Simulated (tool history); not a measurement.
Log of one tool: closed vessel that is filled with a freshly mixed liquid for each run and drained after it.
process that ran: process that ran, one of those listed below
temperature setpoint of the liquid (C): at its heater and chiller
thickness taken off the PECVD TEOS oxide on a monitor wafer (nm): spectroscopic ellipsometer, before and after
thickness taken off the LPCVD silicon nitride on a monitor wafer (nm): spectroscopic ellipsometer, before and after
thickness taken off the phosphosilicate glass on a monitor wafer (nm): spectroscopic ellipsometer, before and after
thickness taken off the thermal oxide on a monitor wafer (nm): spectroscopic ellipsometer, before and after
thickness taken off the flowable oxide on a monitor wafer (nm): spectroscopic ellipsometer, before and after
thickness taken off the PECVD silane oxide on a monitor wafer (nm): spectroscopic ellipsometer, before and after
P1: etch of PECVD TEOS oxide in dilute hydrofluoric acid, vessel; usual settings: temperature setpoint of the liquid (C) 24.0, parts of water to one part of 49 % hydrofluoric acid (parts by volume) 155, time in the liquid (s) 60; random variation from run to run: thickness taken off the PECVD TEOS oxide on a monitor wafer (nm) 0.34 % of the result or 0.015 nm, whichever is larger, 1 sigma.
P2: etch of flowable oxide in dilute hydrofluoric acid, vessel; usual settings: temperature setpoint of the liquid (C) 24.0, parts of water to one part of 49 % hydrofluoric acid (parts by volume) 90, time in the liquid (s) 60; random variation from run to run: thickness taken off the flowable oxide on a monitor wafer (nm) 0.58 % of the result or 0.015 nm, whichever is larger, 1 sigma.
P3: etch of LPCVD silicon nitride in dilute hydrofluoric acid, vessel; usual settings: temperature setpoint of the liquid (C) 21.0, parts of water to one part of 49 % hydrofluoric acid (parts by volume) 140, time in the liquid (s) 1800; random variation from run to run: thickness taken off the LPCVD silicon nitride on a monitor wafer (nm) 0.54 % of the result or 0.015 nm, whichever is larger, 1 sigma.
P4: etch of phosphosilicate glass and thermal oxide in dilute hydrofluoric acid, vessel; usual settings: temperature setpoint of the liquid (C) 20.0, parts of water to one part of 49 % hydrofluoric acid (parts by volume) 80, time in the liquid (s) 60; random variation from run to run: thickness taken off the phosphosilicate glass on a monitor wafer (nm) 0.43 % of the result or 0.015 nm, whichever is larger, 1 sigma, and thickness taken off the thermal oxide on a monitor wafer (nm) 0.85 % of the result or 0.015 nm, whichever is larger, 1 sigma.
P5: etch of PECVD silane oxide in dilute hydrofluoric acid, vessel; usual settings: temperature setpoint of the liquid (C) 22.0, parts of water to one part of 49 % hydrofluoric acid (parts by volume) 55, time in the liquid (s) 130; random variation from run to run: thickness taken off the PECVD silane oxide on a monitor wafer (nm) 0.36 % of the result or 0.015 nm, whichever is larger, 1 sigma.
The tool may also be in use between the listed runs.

run,hour,process that ran,temperature setpoint of the liquid (C),parts of water to one part of 49 % hydrofluoric acid (parts by volume),time in the liquid (s),hours since the thermometer was replaced,hours since the hydrofluoric acid flow meter was replaced,thickness taken off the PECVD TEOS oxide on a monitor wafer (nm),thickness taken off the LPCVD silicon nitride on a monitor wafer (nm),thickness taken off the phosphosilicate glass on a monitor wafer (nm),thickness taken off the thermal oxide on a monitor wafer (nm),thickness taken off the flowable oxide on a monitor wafer (nm),thickness taken off the PECVD silane oxide on a monitor wafer (nm)
1,4.9,P1,24.0,155,60,676.6,429.9,8.6214,,,,,
2,14.1,P3,21.0,140,3195,685.8,439.1,,8.0269,,,,
3,20.8,P1,24.0,155,60,692.5,445.8,8.5920,,,,,
4,26.2,P3,21.0,40,1800,697.9,451.2,,15.5510,,,,
5,37.3,P1,24.0,75,30,709.0,462.3,9.7672,,,,,
6,47.8,P3,21.0,140,1800,719.5,472.8,,4.5118,,,,
7,56.8,P1,24.0,155,60,728.5,481.8,8.5394,,,,,
8,65.5,P4,20.0,120,60,737.2,490.5,,,32.696,2.0023,,
9,73.8,P1,24.0,155,85,745.5,498.8,12.2220,,,,,
10,81.7,P2,24.0,90,60,753.4,506.7,,,,,33.992,
11,89.4,P3,17.0,140,1800,761.1,514.4,,3.4225,,,,
12,95.2,P1,24.0,85,60,766.9,520.2,16.9200,,,,,
13,102.4,P5,22.0,55,260,774.1,527.4,,,,,,118.970
14,110.5,P3,21.0,140,1800,782.2,535.5,,4.5112,,,,
15,118.5,P4,27.5,80,60,790.2,543.5,,,69.309,4.2522,,
16,128.1,P1,18.5,155,30,799.8,553.1,3.4294,,,,,
17,134.3,P1,31.0,155,60,806.0,559.3,11.0860,,,,,
18,140.4,P1,17.0,155,60,812.1,565.4,6.5220,,,,,
19,145.9,P5,30.0,55,130,817.6,570.9,,,,,,82.047
20,155.3,P5,22.0,55,130,827.0,580.3,,,,,,59.591
21,165.6,P1,24.0,155,30,837.3,590.6,4.2892,,,,,
22,173.4,P2,17.0,90,60,845.1,598.4,,,,,25.392,
23,181.4,P1,24.0,260,60,853.1,606.4,4.5316,,,,,
24,187.1,P4,20.0,80,30,858.8,612.1,,,25.490,1.5748,,
25,196.0,P1,24.0,155,60,867.7,621.0,8.5903,,,,,
26,202.4,P2,24.0,90,30,874.1,627.4,,,,,16.686,
27,211.9,P2,24.0,50,60,883.6,636.9,,,,,64.262,
28,221.0,P4,20.0,80,60,892.7,646.0,,,51.086,3.1558,,
29,228.2,P5,22.0,85,130,899.9,653.2,,,,,,37.038
30,237.9,P1,24.0,155,60,909.6,662.9,8.5933,,,,,
31,247.9,P1,24.0,155,60,919.6,672.9,8.8380,,,,,
32,254.0,P1,24.0,155,60,925.7,679.0,8.9057,,,,,
33,261.1,P1,24.0,155,60,932.8,686.1,9.0779,,,,,
34,267.7,P1,24.0,155,60,939.4,692.7,9.0049,,,,,
35,276.2,P1,24.0,155,60,947.9,701.2,9.0337,,,,,
36,287.3,P1,24.0,155,60,959.0,712.3,9.0834,,,,,

What P1 gives has crept away from where it was. These 2 causes fit the log equally well, each at the size given:
A: hydrofluoric acid flow above the setpoint (%) = 4.81
B: liquid hotter than its thermometer reads (K) = 1.46
The creep began at about hour 237.9.

4 check runs are offered, one wafer each, their results left as question marks. Which one tells the causes apart?
check 1,298.4,P3,21.0,100,1800,,,,?,,,,
check 2,298.4,P5,22.0,80,255,,,,,,,,?
check 3,298.4,P4,20.0,105,35,,,,,?,?,,
check 4,298.4,P2,19.0,90,60,,,,,,,?,

What each check would give under each cause:
check,result,if A,if B
check 1,thickness taken off the LPCVD silicon nitride on a monitor wafer (nm),6.5636,6.9141
check 2,thickness taken off the PECVD silane oxide on a monitor wafer (nm),81.907,82.560
check 3,thickness taken off the phosphosilicate glass on a monitor wafer (nm),23.300,23.464
check 3,thickness taken off the thermal oxide on a monitor wafer (nm),1.4309,1.4410
check 4,thickness taken off the flowable oxide on a monitor wafer (nm),28.972,29.232
How far apart the two closest causes lie, in the result that separates them most: check 1 5.2 %; check 2 0.79 %; check 3 0.7 %; check 4 0.89 %
Only check 1 tells the causes apart: in the others they would give nearly the same result.

Then check 1 was run and gave: thickness taken off the LPCVD silicon nitride on a monitor wafer (nm) 6.9141. Which cause is it?

It is B: liquid hotter than its thermometer reads (K).
